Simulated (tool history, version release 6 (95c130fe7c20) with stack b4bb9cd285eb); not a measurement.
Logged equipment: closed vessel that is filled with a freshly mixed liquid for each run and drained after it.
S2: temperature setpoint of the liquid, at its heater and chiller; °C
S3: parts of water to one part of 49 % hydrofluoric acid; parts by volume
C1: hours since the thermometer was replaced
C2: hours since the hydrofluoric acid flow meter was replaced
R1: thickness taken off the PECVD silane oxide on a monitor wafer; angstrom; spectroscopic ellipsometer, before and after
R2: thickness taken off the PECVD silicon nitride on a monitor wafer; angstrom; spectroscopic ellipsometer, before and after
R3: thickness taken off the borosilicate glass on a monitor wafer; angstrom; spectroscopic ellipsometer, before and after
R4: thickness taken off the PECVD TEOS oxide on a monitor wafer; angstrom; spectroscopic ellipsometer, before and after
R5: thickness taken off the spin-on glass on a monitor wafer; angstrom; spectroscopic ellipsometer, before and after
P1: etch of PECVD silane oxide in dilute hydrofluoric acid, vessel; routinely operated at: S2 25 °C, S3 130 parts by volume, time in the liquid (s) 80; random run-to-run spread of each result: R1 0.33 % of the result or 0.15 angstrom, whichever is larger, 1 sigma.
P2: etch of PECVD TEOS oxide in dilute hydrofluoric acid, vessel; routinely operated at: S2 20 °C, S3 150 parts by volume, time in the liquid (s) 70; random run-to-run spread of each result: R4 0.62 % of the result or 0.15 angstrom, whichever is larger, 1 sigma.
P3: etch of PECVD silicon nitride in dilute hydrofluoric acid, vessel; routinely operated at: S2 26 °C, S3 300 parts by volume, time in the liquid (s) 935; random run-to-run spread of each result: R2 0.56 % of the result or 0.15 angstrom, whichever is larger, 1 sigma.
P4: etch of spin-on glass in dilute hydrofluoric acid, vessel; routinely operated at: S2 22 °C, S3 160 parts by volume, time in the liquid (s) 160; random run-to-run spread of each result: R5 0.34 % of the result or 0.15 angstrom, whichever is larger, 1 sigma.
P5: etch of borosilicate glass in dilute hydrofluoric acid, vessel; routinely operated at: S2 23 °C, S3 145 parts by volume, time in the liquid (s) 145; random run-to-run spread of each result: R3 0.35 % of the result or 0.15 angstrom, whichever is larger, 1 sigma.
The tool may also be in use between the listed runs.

run 1 hour=11 | process_that_ran=P1 S2=25 S3=130 time_in_the_liquid_(s)=80 | C1=1773.2 C2=1002.3 | R1=216.95
run 2 hour=20.5 | process_that_ran=P1 S2=25 S3=130 time_in_the_liquid_(s)=80 | C1=1782.7 C2=1011.8 | R1=216.52
run 3 hour=31.4 | process_that_ran=P1 S2=29.5 S3=130 time_in_the_liquid_(s)=80 | C1=1793.6 C2=1022.7 | R1=256.35
run 4 hour=43.5 | process_that_ran=P3 S2=26 S3=410 time_in_the_liquid_(s)=935 | C1=1805.7 C2=1034.8 | R2=139.8
run 5 hour=50.5 | process_that_ran=P3 S2=26 S3=300 time_in_the_liquid_(s)=935 | C1=1812.7 C2=1041.8 | R2=192.79
run 6 hour=61.8 | process_that_ran=P3 S2=26 S3=300 time_in_the_liquid_(s)=1700 | C1=1824 C2=1053.1 | R2=345.59
run 7 hour=69.4 | process_that_ran=P3 S2=31.5 S3=300 time_in_the_liquid_(s)=935 | C1=1831.6 C2=1060.7 | R2=263.7
run 8 hour=80.2 | process_that_ran=P1 S2=25 S3=130 time_in_the_liquid_(s)=80 | C1=1842.4 C2=1071.5 | R1=216.15
run 9 hour=88 | process_that_ran=P5 S2=17.5 S3=145 time_in_the_liquid_(s)=145 | C1=1850.2 C2=1079.3 | R3=186.25
run 10 hour=99.2 | process_that_ran=P1 S2=25 S3=60 time_in_the_liquid_(s)=80 | C1=1861.4 C2=1090.5 | R1=509.66
run 11 hour=107.9 | process_that_ran=P3 S2=26 S3=300 time_in_the_liquid_(s)=935 | C1=1870.1 C2=1099.2 | R2=189.48
run 12 hour=115.7 | process_that_ran=P2 S2=20 S3=210 time_in_the_liquid_(s)=70 | C1=1877.9 C2=1107 | R4=28.418
run 13 hour=122.3 | process_that_ran=P2 S2=20 S3=150 time_in_the_liquid_(s)=70 | C1=1884.5 C2=1113.6 | R4=41.934
run 14 hour=134.7 | process_that_ran=P1 S2=25 S3=130 time_in_the_liquid_(s)=155 | C1=1896.9 C2=1126 | R1=414.28
run 15 hour=146.4 | process_that_ran=P2 S2=27 S3=150 time_in_the_liquid_(s)=70 | C1=1908.6 C2=1137.7 | R4=54.945
run 16 hour=157.5 | process_that_ran=P5 S2=23 S3=260 time_in_the_liquid_(s)=145 | C1=1919.7 C2=1148.8 | R3=112.85
run 17 hour=163.2 | process_that_ran=P4 S2=22 S3=250 time_in_the_liquid_(s)=160 | C1=1925.4 C2=1154.5 | R5=175.56
run 18 hour=171.1 | process_that_ran=P4 S2=22 S3=160 time_in_the_liquid_(s)=245 | C1=1933.3 C2=1162.4 | R5=459.28
run 19 hour=183.8 | process_that_ran=P1 S2=17 S3=130 time_in_the_liquid_(s)=80 | C1=1946 C2=1175.1 | R1=155.58
run 20 hour=192.7 | process_that_ran=P1 S2=25 S3=130 time_in_the_liquid_(s)=80 | C1=1954.9 C2=1184 | R1=214.92
run 21 hour=201.1 | process_that_ran=P5 S2=23 S3=145 time_in_the_liquid_(s)=145 | C1=1963.3 C2=1192.4 | R3=230.71
run 22 hour=207.3 | process_that_ran=P4 S2=22 S3=160 time_in_the_liquid_(s)=160 | C1=1969.5 C2=1198.6 | R5=301.93
run 23 hour=218 | process_that_ran=P1 S2=25 S3=130 time_in_the_liquid_(s)=80 | C1=1980.2 C2=1209.3 | R1=215.65
run 24 hour=226 | process_that_ran=P1 S2=21 S3=235 time_in_the_liquid_(s)=80 | C1=1988.2 C2=1217.3 | R1=92.226
run 25 hour=238.6 | process_that_ran=P5 S2=23 S3=145 time_in_the_liquid_(s)=225 | C1=2000.8 C2=1229.9 | R3=355.77
run 26 hour=246.7 | process_that_ran=P2 S2=20 S3=150 time_in_the_liquid_(s)=130 | C1=2008.9 C2=1238 | R4=77.848
run 27 hour=253.2 | process_that_ran=P4 S2=27 S3=160 time_in_the_liquid_(s)=160 | C1=2015.4 C2=1244.5 | R5=364.48
run 28 hour=258.9 | process_that_ran=P1 S2=25 S3=130 time_in_the_liquid_(s)=80 | C1=2021.1 C2=1250.2 | R1=214.6
run 29 hour=266.9 | process_that_ran=P4 S2=22 S3=160 time_in_the_liquid_(s)=160 | C1=2029.1 C2=1258.2 | R5=299.76
run 30 hour=274.8 | process_that_ran=P1 S2=25 S3=130 time_in_the_liquid_(s)=30 | C1=2037 C2=1266.1 | R1=80.969
run 31 hour=287 | process_that_ran=P1 S2=25 S3=230 time_in_the_liquid_(s)=80 | C1=2049.2 C2=1278.3 | R1=109.08

Run 32 is up next; what results do you expect?
run 32 hour=298.1 | process_that_ran=P1 S2=25 S3=130 time_in_the_liquid_(s)=80 | C1=2060.3 C2=1289.4 | R1=?

Run 32 came out at R1 215.97 angstrom.
